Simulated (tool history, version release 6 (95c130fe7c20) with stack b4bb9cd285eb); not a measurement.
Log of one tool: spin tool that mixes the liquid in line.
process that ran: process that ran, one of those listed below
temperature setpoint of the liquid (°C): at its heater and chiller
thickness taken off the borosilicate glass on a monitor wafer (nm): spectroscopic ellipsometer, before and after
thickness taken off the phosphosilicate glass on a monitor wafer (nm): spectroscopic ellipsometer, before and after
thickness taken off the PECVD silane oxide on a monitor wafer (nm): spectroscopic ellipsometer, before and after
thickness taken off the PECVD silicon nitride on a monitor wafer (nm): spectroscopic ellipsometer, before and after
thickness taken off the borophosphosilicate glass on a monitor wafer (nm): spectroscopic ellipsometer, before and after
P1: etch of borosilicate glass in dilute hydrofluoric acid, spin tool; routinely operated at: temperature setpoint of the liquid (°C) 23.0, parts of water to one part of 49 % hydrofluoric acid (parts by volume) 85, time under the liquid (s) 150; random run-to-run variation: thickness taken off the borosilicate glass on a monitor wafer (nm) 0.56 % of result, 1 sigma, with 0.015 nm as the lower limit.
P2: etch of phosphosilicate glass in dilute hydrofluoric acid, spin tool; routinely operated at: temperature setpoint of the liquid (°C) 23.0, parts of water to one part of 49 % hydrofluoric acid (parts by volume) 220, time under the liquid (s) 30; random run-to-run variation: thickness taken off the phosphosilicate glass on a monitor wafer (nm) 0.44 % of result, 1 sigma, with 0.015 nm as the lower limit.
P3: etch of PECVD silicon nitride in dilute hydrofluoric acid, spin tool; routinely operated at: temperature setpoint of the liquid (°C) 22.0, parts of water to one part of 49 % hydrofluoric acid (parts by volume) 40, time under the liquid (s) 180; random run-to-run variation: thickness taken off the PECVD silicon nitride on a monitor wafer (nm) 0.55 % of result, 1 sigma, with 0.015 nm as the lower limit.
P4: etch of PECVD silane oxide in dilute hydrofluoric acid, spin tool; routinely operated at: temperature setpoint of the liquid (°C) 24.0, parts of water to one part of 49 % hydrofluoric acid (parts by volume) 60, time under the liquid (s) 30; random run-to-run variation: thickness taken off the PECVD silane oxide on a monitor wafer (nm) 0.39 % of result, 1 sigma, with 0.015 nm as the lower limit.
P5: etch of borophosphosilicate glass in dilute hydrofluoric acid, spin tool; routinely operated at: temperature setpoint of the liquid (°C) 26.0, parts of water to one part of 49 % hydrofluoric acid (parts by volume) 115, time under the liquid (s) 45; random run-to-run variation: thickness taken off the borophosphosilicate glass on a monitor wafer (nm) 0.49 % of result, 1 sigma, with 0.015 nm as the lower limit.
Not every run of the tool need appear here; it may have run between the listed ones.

run	hour	process that ran	temperature setpoint of the liquid (°C)	parts of water to one part of 49 % hydrofluoric acid (parts by volume)	time under the liquid (s)	hours since the thermometer was replaced	hours since the hydrofluoric acid flow meter was replaced	thickness taken off the borosilicate glass on a monitor wafer (nm)	thickness taken off the phosphosilicate glass on a monitor wafer (nm)	thickness taken off the PECVD silane oxide on a monitor wafer (nm)	thickness taken off the PECVD silicon nitride on a monitor wafer (nm)	thickness taken off the borophosphosilicate glass on a monitor wafer (nm)
1	16.4	P1	23.0	85	150	189.3	746.0	30.6750				
2	26.5	P2	23.0	220	30	199.4	756.1		7.0236			
3	42.8	P1	23.0	85	15	215.7	772.4	3.0380				
4	53.4	P1	17.5	85	150	226.3	783.0	24.2630				
5	64.2	P1	30.0	85	150	237.1	793.8	40.5970				
6	72.2	P4	30.0	60	30	245.1	801.8			17.772		
7	79.8	P3	22.0	40	295	252.7	809.4				18.2240	
8	92.3	P3	22.0	55	180	265.2	821.9				8.1056	
9	102.1	P1	23.0	85	150	275.0	831.7	30.4930				
10	117.4	P1	23.0	85	150	290.3	847.0	30.7370				
11	131.4	P5	34.0	115	45	304.3	861.0					23.7510
12	142.3	P1	23.0	125	150	315.2	871.9	19.7400				
13	154.0	P3	17.0	40	180	326.9	883.6				7.8942	
14	169.3	P1	19.0	130	150	342.2	898.9	16.1390				
15	179.7	P5	26.0	115	15	352.6	909.3					5.9011
16	189.5	P5	26.0	115	45	362.4	919.1					17.8140
17	200.4	P4	24.0	30	30	373.3	930.0			29.178		
18	209.4	P2	17.0	220	30	382.3	939.0		5.5805			
19	221.1	P4	24.0	60	30	394.0	950.7			14.011		
20	233.2	P1	23.0	85	150	406.1	962.8	30.5780				
21	243.4	P2	23.0	220	15	416.3	973.0		3.4644			
22	260.2	P1	30.0	85	60	433.1	989.8	15.9570				
23	271.9	P4	24.0	60	55	444.8	1001.5			25.481		
24	280.6	P1	23.0	85	150	453.5	1010.2	30.8520				
25	294.2	P1	23.0	85	255	467.1	1023.8	52.1710				
26	302.8	P1	23.0	20	150	475.7	1032.4	140.4500				
27	312.2	P5	26.0	180	45	485.1	1041.8					10.4740
28	323.1	P2	23.0	45	30	496.0	1052.7		41.7150			
29	336.9	P2	23.0	220	30	509.8	1066.5		6.9399			
30	345.5	P3	22.0	40	180	518.4	1075.1				11.3230	
31	355.7	P1	28.0	85	15	528.6	1085.3	3.7282				
32	363.7	P1	23.0	85	150	536.6	1093.3	30.5940				
33	378.9	P1	23.0	85	150	551.8	1108.5	31.5420				
34	388.5	P1	23.0	85	150	561.4	1118.1	31.8380				
35	404.5	P1	23.0	85	150	577.4	1134.1	32.4640				
36	416.6	P1	23.0	85	150	589.5	1146.2	32.3540				
37	428.4	P1	23.0	85	150	601.3	1158.0	32.5810				
38	443.6	P1	23.0	85	150	616.5	1173.2	32.4270				
39	457.7	P1	23.0	85	150	630.6	1187.3	32.5130				
40	473.4	P1	23.0	85	150	646.3	1203.0	32.4470				

Something has made what P1 gives creep away from where it was; the 2 causes below, each at its own stated size, fit the log equally well:
A: hydrofluoric acid flow above the setpoint (%) = 6.36
B: liquid hotter than its thermometer reads (K) = 1.7
The process output started creeping at around hour 363.7.

Below are 4 check runs, each on a single wafer, with their results shown as question marks. Which of them would tell the listed causes apart, meaning the causes would give clearly different results under it?
check 1	489.1	P2	19.5	220	15				?			
check 2	489.1	P4	24.0	60	50					?		
check 3	489.1	P3	22.0	40	260						?	
check 4	489.1	P5	26.0	155	15							?

Expected result of each check under each candidate cause:
check	result	if A	if B
check 1	thickness taken off the phosphosilicate glass on a monitor wafer (nm)	3.2976	3.2659
check 2	thickness taken off the PECVD silane oxide on a monitor wafer (nm)	24.894	24.957
check 3	thickness taken off the PECVD silicon nitride on a monitor wafer (nm)	17.0930	18.0850
check 4	thickness taken off the borophosphosilicate glass on a monitor wafer (nm)	4.4963	4.4522
Distance between the nearest two causes, measured in the result of the check that separates them most: check 1 0.96 %; check 2 0.25 %; check 3 5.64 %; check 4 0.99 %
Check 3 distinguishes between the causes, while the remaining checks would return nearly the same result for all of them.

Here is what check 3 returned: thickness taken off the PECVD silicon nitride on a monitor wafer (nm) 17.1680. Which cause is it?

The cause is A: hydrofluoric acid flow above the setpoint (%).
